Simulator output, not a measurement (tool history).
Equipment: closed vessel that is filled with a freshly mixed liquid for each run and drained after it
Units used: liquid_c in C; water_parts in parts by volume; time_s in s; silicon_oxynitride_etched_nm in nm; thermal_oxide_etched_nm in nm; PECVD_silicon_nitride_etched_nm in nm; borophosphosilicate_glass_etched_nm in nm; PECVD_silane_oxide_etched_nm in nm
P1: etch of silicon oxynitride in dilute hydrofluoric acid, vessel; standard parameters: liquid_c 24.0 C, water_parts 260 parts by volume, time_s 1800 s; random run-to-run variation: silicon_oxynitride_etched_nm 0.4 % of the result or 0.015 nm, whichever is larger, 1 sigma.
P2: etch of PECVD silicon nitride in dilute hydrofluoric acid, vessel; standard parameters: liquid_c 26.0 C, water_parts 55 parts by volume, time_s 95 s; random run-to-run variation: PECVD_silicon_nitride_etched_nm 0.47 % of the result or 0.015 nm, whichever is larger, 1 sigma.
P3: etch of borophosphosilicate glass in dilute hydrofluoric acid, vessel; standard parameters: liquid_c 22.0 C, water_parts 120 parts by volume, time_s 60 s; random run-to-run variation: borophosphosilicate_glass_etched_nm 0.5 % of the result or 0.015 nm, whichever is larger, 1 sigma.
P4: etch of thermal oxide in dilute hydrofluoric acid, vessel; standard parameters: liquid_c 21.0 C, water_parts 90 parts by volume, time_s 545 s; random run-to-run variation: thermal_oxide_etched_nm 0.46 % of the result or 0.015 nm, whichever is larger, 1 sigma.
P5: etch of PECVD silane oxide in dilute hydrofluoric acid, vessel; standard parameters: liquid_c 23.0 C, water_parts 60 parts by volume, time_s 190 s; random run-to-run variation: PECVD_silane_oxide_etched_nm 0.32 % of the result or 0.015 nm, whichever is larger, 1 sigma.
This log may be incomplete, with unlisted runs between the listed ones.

run	hour	process	liquid_c	water_parts	time_s	hours since the thermometer was replaced	hours since the hydrofluoric acid flow meter was replaced	silicon_oxynitride_etched_nm	thermal_oxide_etched_nm	PECVD_silicon_nitride_etched_nm	borophosphosilicate_glass_etched_nm	PECVD_silane_oxide_etched_nm
1	16.0	P1	24.0	260	1800	2111.7	388.1	21.9190				
2	29.3	P1	24.0	260	1800	2125.0	401.4	21.8250				
3	42.0	P4	21.0	90	545	2137.7	414.1		23.572			
4	51.3	P4	21.0	160	545	2147.0	423.4		12.230			
5	63.2	P1	24.0	260	1800	2158.9	435.3	21.6830				
6	72.8	P2	26.0	55	45	2168.5	444.9			3.1726		
7	81.5	P1	24.0	100	1800	2177.2	453.6	63.8610				
8	99.4	P4	21.0	90	1045	2195.1	471.5		45.031			
9	111.1	P4	25.0	90	545	2206.8	483.2		27.486			
10	122.3	P3	29.5	120	60	2218.0	494.4				29.972	
11	132.3	P1	24.0	260	410	2228.0	504.4	4.9766				
12	151.2	P1	30.0	260	1800	2246.9	523.3	27.8880				
13	168.0	P1	30.0	100	1800	2263.7	540.1	83.8580				
14	183.1	P1	28.5	85	1800	2278.8	555.2	93.7820				
15	196.2	P1	24.0	260	3355	2291.9	568.3	40.6860				
16	207.9	P1	24.0	260	1800	2303.6	580.0	21.6630				
17	216.1	P5	23.0	60	190	2311.8	588.2					48.2350
18	228.7	P5	23.0	60	190	2324.4	600.8					48.4380
19	239.3	P1	17.0	260	1800	2335.0	611.4	15.8880				
20	257.9	P2	26.0	20	95	2353.6	630.0			17.8090		
21	270.1	P5	29.5	60	190	2365.8	642.2					62.6150
22	283.2	P5	23.0	60	30	2378.9	655.3					7.6027
23	296.1	P1	24.0	260	1800	2391.8	668.2	21.6450				
24	307.3	P5	23.0	40	190	2403.0	679.4					74.4400
25	324.3	P3	22.0	120	30	2420.0	696.4				11.328	
26	341.4	P1	24.0	260	1800	2437.1	713.5	21.7300				
27	353.7	P1	24.0	445	1800	2449.4	725.8	11.2000				
28	370.4	P1	24.0	260	1800	2466.1	742.5	21.7460				
29	381.6	P2	26.0	55	95	2477.3	753.7			6.7552		
30	399.4	P3	22.0	55	60	2495.1	771.5				52.916	
31	407.8	P2	18.0	55	95	2503.5	779.9			3.8652		
32	425.4	P2	26.0	55	95	2521.1	797.5			6.6904		
33	435.7	P3	22.0	120	60	2531.4	807.8				22.457	
34	447.6	P1	24.0	260	1800	2543.3	819.7	21.7330				
35	460.2	P1	24.0	260	1800	2555.9	832.3	22.3950				
36	473.8	P1	24.0	260	1800	2569.5	845.9	22.7220				
37	491.5	P1	24.0	260	1800	2587.2	863.6	23.0220				
38	501.7	P1	24.0	260	1800	2597.4	873.8	23.1260				
39	519.8	P1	24.0	260	1800	2615.5	891.9	23.1850				
40	532.3	P1	24.0	260	1800	2628.0	904.4	23.2350				
41	547.8	P1	24.0	260	1800	2643.5	919.9	23.0540				

What P1 gives has crept away from where it was. These 2 causes fit the log equally well, each at the size given:
A: liquid hotter than its thermometer reads (K) = 1.58
B: hydrofluoric acid flow above the setpoint (%) = 5.87
The process output started creeping at around hour 447.6.

Of the 4 check runs listed below, each run on one wafer and each result written as a question mark, which would let you distinguish the listed causes because they would give clearly different results?
check 1	563.3	P3	22.0	120	60						?	
check 2	563.3	P4	21.0	90	545				?			
check 3	563.3	P5	23.0	60	190							?
check 4	563.3	P2	26.0	55	95					?		

If the cause were each of the candidates in turn, the checks would give the following:
check	result	if A	if B
check 1	borophosphosilicate_glass_etched_nm	23.987	24.040
check 2	thermal_oxide_etched_nm	25.122	25.086
check 3	PECVD_silane_oxide_etched_nm	51.3990	51.2320
check 4	PECVD_silicon_nitride_etched_nm	7.4094	7.0623
Per check, the gap between the least separated pair of causes, taken in the result that splits them most: check 1 0.22 %; check 2 0.14 %; check 3 0.33 %; check 4 4.8 %
Check 4 is the one run that separates the causes; every other check would come out nearly the same whichever cause is at work.

Check 4 was carried out, with these results: PECVD_silicon_nitride_etched_nm 7.3758 nm. Which of the listed causes is responsible?

It is A: liquid hotter than its thermometer reads (K).
